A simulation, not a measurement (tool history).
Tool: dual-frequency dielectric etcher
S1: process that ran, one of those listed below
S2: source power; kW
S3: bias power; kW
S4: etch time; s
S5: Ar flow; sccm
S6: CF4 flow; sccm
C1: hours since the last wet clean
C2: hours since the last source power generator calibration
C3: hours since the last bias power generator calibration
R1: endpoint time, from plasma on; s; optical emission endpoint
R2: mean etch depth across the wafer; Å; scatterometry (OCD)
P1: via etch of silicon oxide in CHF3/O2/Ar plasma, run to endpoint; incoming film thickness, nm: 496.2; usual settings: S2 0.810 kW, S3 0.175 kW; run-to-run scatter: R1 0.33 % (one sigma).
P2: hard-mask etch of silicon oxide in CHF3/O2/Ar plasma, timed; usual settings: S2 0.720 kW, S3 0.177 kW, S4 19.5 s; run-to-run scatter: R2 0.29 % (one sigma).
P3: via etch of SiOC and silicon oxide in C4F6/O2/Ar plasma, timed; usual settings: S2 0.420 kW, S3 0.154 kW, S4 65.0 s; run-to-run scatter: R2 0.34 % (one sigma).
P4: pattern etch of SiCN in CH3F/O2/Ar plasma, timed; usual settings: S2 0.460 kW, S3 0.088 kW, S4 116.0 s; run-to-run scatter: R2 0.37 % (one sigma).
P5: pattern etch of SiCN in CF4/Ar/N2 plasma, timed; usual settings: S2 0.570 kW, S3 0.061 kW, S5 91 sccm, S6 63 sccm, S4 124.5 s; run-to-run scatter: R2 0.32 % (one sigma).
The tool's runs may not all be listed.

run   hour  S1     S2     S3     S4  S5  S6     C1      C2      C3      R1       R2
  1    9.3  P1  0.810  0.175                 118.7   917.1  2665.2  223.05
  2   25.4  P3  0.300  0.154   65.0          134.8   933.2  2681.3           598.22
  3   32.8  P1  0.960  0.122                 142.2   940.6  2688.7  235.75
  4   43.0  P5  0.570  0.061  124.5  68  63  152.4   950.8  2698.9          1333.70
  5   51.3  P5  0.570  0.061  124.5  91  63  160.7   959.1  2707.2          1278.20
  6   64.9  P1  0.810  0.127                 174.3   972.7  2720.8  248.95
  7   78.8  P5  0.710  0.061  124.5  91  63  188.2   986.6  2734.7          1549.80
  8   90.6  P3  0.420  0.092   65.0          200.0   998.4  2746.5           589.49
  9  104.6  P1  0.640  0.175                 214.0  1012.4  2760.5  246.14
 10  116.8  P2  0.440  0.177   19.5          226.2  1024.6  2772.7           333.47
 11  131.2  P1  0.810  0.175                 240.6  1039.0  2787.1  222.46
 12  138.8  P1  0.810  0.175                 248.2  1046.6  2794.7  223.78
 13  155.4  P2  0.720  0.243   19.5          264.8  1063.2  2811.3           446.29
 14  169.9  P3  0.420  0.154   36.0          279.3  1077.7  2825.8           378.49
 15  181.7  P1  1.040  0.175                 291.1  1089.5  2837.6  202.24
 16  198.1  P1  0.810  0.238                 307.5  1105.9  2854.0  201.48
 17  212.3  P5  0.570  0.074  124.5  91  63  321.7  1120.1  2868.2          1357.80
 18  225.9  P2  0.720  0.177   19.5          335.3  1133.7  2881.8           402.29
 19  239.9  P1  0.810  0.175                 349.3  1147.7  2895.8  221.87
 20  255.3  P5  0.570  0.061   91.0  91  63  364.7  1163.1  2911.2           935.87
 21  267.2  P4  0.460  0.088  116.0          376.6  1175.0  2923.1           488.75
 22  282.0  P1  0.810  0.175                 391.4  1189.8  2937.9  223.05
 23  289.5  P4  0.460  0.118  116.0          398.9  1197.3  2945.4           543.80
 24  304.5  P3  0.420  0.154   65.0          413.9  1212.3  2960.4           686.45
 25  319.9  P5  0.570  0.061  124.5  91  87  429.3  1227.7  2975.8          1342.20
 26  330.1  P4  0.460  0.088  161.0          439.5  1237.9  2986.0           682.54
 27  343.3  P1  0.610  0.141                 452.7  1251.1  2999.2  265.29
 28  352.0  P2  0.720  0.177   11.5          461.4  1259.8  3007.9           237.38
 29  367.7  P4  0.570  0.088  116.0          477.1  1275.5  3023.6           528.72
 30  377.4  P1  0.810  0.175                 486.8  1285.2  3033.3  222.87
 31  389.8  P1  0.810  0.175                 499.2  1297.6  3045.7  224.69
 32  400.2  P1  0.810  0.175                 509.6  1308.0  3056.1  225.31
 33  414.7  P1  0.810  0.175                 524.1  1322.5  3070.6  227.51
 34  426.1  P1  0.810  0.175                 535.5  1333.9  3082.0  225.95
 35  440.8  P1  0.810  0.175                 550.2  1348.6  3096.7  227.53
 36  456.7  P1  0.810  0.175                 566.1  1364.5  3112.6  226.35
     463.2  -- wet clean of the chamber
 37  470.8  P1  0.810  0.175                   7.6  1378.6  3126.7  227.82
 38  484.9  P1  0.810  0.175                  21.7  1392.7  3140.8  225.93
 39  500.7  P1  0.810  0.175                  37.5  1408.5  3156.6  227.71
 40  513.2  P1  0.810  0.175                  50.0  1421.0  3169.1  226.35
 41  522.7  P1  0.810  0.175                  59.5  1430.5  3178.6  227.10

What P1 gives has crept away from where it was. These 2 causes fit the log equally well, each at the size given:
A: bias power that arrives under what is set, % = 4.98
B: source power that arrives under what is set, % = 4.22
The creep began at about hour 377.4.
Why every other cause is out:
chamber walls in a state that lowers the etch rate, %: serviced at hour 463.2, which brought nothing back

4 check runs are offered, each on 2 wafers whose results are averaged, their results left as question marks. Which one tells the causes apart?
check 1  532.2  P2  0.440  0.177   15.0                           ?
check 2  532.2  P4  0.460  0.088  149.0                           ?
check 3  532.2  P3  0.330  0.097   65.0                           ?
check 4  532.2  P5  0.570  0.061  124.5  77  63                   ?

What each check would give under each cause:
  check  result     if A     if B
check 1      R2   251.21   251.46
check 2      R2   618.61   620.15
check 3      R2   533.96   532.39
check 4      R2  1290.90  1262.90
How far apart the two closest causes lie, in the result that separates them most: check 1 0.1 %; check 2 0.25 %; check 3 0.29 %; check 4 2.2 %
Check 4 tells the causes apart: in the others they would give nearly the same result.

Check 4 was then run and gave: R2 1292.30 Å. Which cause is it?

It is A: bias power that arrives under what is set, %.
